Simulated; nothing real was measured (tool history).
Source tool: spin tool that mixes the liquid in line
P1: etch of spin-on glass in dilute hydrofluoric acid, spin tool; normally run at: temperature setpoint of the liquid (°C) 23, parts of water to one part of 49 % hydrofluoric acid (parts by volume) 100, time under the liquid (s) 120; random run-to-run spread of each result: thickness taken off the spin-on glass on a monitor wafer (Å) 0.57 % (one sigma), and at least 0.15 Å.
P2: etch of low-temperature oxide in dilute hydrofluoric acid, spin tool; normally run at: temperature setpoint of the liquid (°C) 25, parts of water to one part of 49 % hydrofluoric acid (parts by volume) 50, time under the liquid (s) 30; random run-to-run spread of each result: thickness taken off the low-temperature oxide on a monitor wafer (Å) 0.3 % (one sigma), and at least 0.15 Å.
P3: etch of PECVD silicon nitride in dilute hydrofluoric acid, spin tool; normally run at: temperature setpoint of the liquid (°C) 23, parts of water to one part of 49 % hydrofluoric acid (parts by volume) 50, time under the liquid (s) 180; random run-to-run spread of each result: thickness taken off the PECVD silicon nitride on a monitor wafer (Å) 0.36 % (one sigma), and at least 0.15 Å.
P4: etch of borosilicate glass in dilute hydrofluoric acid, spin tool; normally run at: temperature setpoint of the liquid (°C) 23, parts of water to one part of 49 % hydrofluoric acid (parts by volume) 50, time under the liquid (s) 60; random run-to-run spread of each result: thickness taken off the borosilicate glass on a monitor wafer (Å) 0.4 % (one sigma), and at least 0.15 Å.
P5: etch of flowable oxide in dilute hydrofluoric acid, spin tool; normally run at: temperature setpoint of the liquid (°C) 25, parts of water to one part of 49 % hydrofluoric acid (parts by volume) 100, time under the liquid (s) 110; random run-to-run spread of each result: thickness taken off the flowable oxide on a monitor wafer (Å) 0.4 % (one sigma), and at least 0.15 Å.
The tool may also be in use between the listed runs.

| run | day | process that ran | temperature setpoint of the liquid (°C) | parts of water to one part of 49 % hydrofluoric acid (parts by volume) | time under the liquid (s) | hours since the thermometer was replaced | hours since the hydrofluoric acid flow meter was replaced | thickness taken off the spin-on glass on a monitor wafer (Å) | thickness taken off the low-temperature oxide on a monitor wafer (Å) | thickness taken off the flowable oxide on a monitor wafer (Å) | thickness taken off the PECVD silicon nitride on a monitor wafer (Å) | thickness taken off the borosilicate glass on a monitor wafer (Å) |
|---|---|---|---|---|---|---|---|---|---|---|---|---|
| 1 | 0.525 | P1 | 23 | 100 | 120 | 230.8 | 553.5 | 448.52 |  |  |  |  |
| 2 | 0.929 | P2 | 25 | 50 | 30 | 240.5 | 563.2 |  | 238.93 |  |  |  |
| 3 | 1.45 | P5 | 25 | 100 | 110 | 253 | 575.7 |  |  | 396.97 |  |  |
| 4 | 2.162 | P3 | 17 | 50 | 180 | 270.1 | 592.8 |  |  |  | 124.74 |  |
| 5 | 2.942 | P3 | 23 | 85 | 180 | 288.8 | 611.5 |  |  |  | 113.06 |  |
| 6 | 3.462 | P4 | 23 | 50 | 60 | 301.3 | 624 |  |  |  |  | 362.2 |
| 7 | 3.862 | P1 | 23 | 100 | 120 | 310.9 | 633.6 | 444.72 |  |  |  |  |
| 8 | 4.358 | P1 | 23 | 100 | 120 | 322.8 | 645.5 | 444.93 |  |  |  |  |
| 9 | 4.933 | P1 | 23 | 100 | 35 | 336.6 | 659.3 | 131.24 |  |  |  |  |
| 10 | 5.371 | P1 | 23 | 170 | 35 | 347.1 | 669.8 | 70.762 |  |  |  |  |
| 11 | 6.104 | P2 | 25 | 20 | 30 | 364.7 | 687.4 |  | 621.11 |  |  |  |
| 12 | 6.492 | P3 | 23 | 50 | 180 | 374 | 696.7 |  |  |  | 189.35 |  |
| 13 | 7.167 | P1 | 26.5 | 25 | 120 | 390.2 | 712.9 | 2266.1 |  |  |  |  |
| 14 | 7.867 | P4 | 23 | 50 | 60 | 407 | 729.7 |  |  |  |  | 363.48 |
| 15 | 8.533 | P5 | 17.5 | 100 | 110 | 423 | 745.7 |  |  | 290.52 |  |  |
| 16 | 9.104 | P1 | 30 | 100 | 120 | 436.7 | 759.4 | 588.56 |  |  |  |  |
| 17 | 9.462 | P2 | 25 | 50 | 30 | 445.3 | 768 |  | 238.18 |  |  |  |
| 18 | 9.962 | P3 | 23 | 50 | 280 | 457.3 | 780 |  |  |  | 294.23 |  |
| 19 | 10.583 | P1 | 17 | 100 | 120 | 472.2 | 794.9 | 348.45 |  |  |  |  |
| 20 | 11.333 | P2 | 17 | 50 | 30 | 490.2 | 812.9 |  | 171.1 |  |  |  |
| 21 | 11.671 | P4 | 30.5 | 50 | 60 | 498.3 | 821 |  |  |  |  | 493.01 |
| 22 | 12.342 | P1 | 23 | 150 | 120 | 514.4 | 837.1 | 281.54 |  |  |  |  |
| 23 | 12.775 | P2 | 25 | 50 | 55 | 524.8 | 847.5 |  | 438.33 |  |  |  |
| 24 | 13.438 | P1 | 23 | 30 | 120 | 540.7 | 863.4 | 1603.1 |  |  |  |  |
| 25 | 14.062 | P5 | 25 | 100 | 110 | 555.7 | 878.4 |  |  | 396.29 |  |  |
| 26 | 14.646 | P5 | 25 | 100 | 205 | 569.7 | 892.4 |  |  | 740.51 |  |  |
| 27 | 15.412 | P1 | 23 | 100 | 120 | 588.1 | 910.8 | 444.48 |  |  |  |  |
| 28 | 15.912 | P1 | 23 | 100 | 235 | 600.1 | 922.8 | 870.67 |  |  |  |  |
| 29 | 16.625 | P4 | 23 | 20 | 60 | 617.2 | 939.9 |  |  |  |  | 938.6 |
| 30 | 17.375 | P5 | 25 | 185 | 110 | 635.2 | 957.9 |  |  | 192.8 |  |  |
| 31 | 18.038 | P4 | 23 | 50 | 105 | 651.1 | 973.8 |  |  |  |  | 635 |
| 32 | 18.738 | P1 | 23 | 100 | 120 | 667.9 | 990.6 | 441.34 |  |  |  |  |
| 33 | 19.379 | P1 | 23 | 100 | 120 | 683.3 | 1006 | 454.93 |  |  |  |  |
| 34 | 19.983 | P1 | 23 | 100 | 120 | 697.8 | 1020.5 | 461.08 |  |  |  |  |
| 35 | 20.558 | P1 | 23 | 100 | 120 | 711.6 | 1034.3 | 468.61 |  |  |  |  |
| 36 | 20.912 | P1 | 23 | 100 | 120 | 720.1 | 1042.8 | 468.66 |  |  |  |  |
| 37 | 21.475 | P1 | 23 | 100 | 120 | 733.6 | 1056.3 | 472.8 |  |  |  |  |
| 38 | 22.204 | P1 | 23 | 100 | 120 | 751.1 | 1073.8 | 473.07 |  |  |  |  |
| 39 | 22.771 | P1 | 23 | 100 | 120 | 764.7 | 1087.4 | 473.7 |  |  |  |  |
| 40 | 23.312 | P1 | 23 | 100 | 120 | 777.7 | 1100.4 | 478.39 |  |  |  |  |
| 41 | 23.942 | P1 | 23 | 100 | 120 | 792.8 | 1115.5 | 475.74 |  |  |  |  |
| 42 | 24.692 | P1 | 23 | 100 | 120 | 810.8 | 1133.5 | 475.08 |  |  |  |  |
| 43 | 25.125 | P1 | 23 | 100 | 120 | 821.2 | 1143.9 | 469.89 |  |  |  |  |

What P1 gives has crept away from where it was. These 2 causes fit the log equally well, each at the size given:
A: hydrofluoric acid flow above the setpoint (%) = 5.92
B: liquid hotter than its thermometer reads (K) = 1.62
The onset of the drift is placed at about day 18.738.

Below are 4 check runs, each on a single wafer, with their results shown as question marks. Which of them would tell the listed causes apart, meaning the causes would give clearly different results under it?
| check 1 | 25.558 | P4 | 23 | 50 | 60 |  |  |  |  |  |  | ? |
| check 2 | 25.558 | P5 | 25 | 100 | 110 |  |  |  |  | ? |  |  |
| check 3 | 25.558 | P2 | 25 | 50 | 30 |  |  |  | ? |  |  |  |
| check 4 | 25.558 | P3 | 23 | 50 | 180 |  |  |  |  |  | ? |  |

Check results expected under each cause:
| check | result | if A | if B |
|---|---|---|---|
| check 1 | thickness taken off the borosilicate glass on a monitor wafer (Å) | 386.29 | 388.51 |
| check 2 | thickness taken off the flowable oxide on a monitor wafer (Å) | 421.74 | 421.13 |
| check 3 | thickness taken off the low-temperature oxide on a monitor wafer (Å) | 253.79 | 254.94 |
| check 4 | thickness taken off the PECVD silicon nitride on a monitor wafer (Å) | 200.88 | 211.89 |
Smallest distance between any two causes, each pair judged by its most separating result, in per cent: check 1 0.57 %; check 2 0.15 %; check 3 0.45 %; check 4 5.33 %
Of the check runs offered, only check 4 discriminates between the causes; the rest would read about the same regardless of which cause applies.

Here is what check 4 returned: thickness taken off the PECVD silicon nitride on a monitor wafer (Å) 212.36. Which cause is it?

Of the candidate causes, it is B: liquid hotter than its thermometer reads (K).

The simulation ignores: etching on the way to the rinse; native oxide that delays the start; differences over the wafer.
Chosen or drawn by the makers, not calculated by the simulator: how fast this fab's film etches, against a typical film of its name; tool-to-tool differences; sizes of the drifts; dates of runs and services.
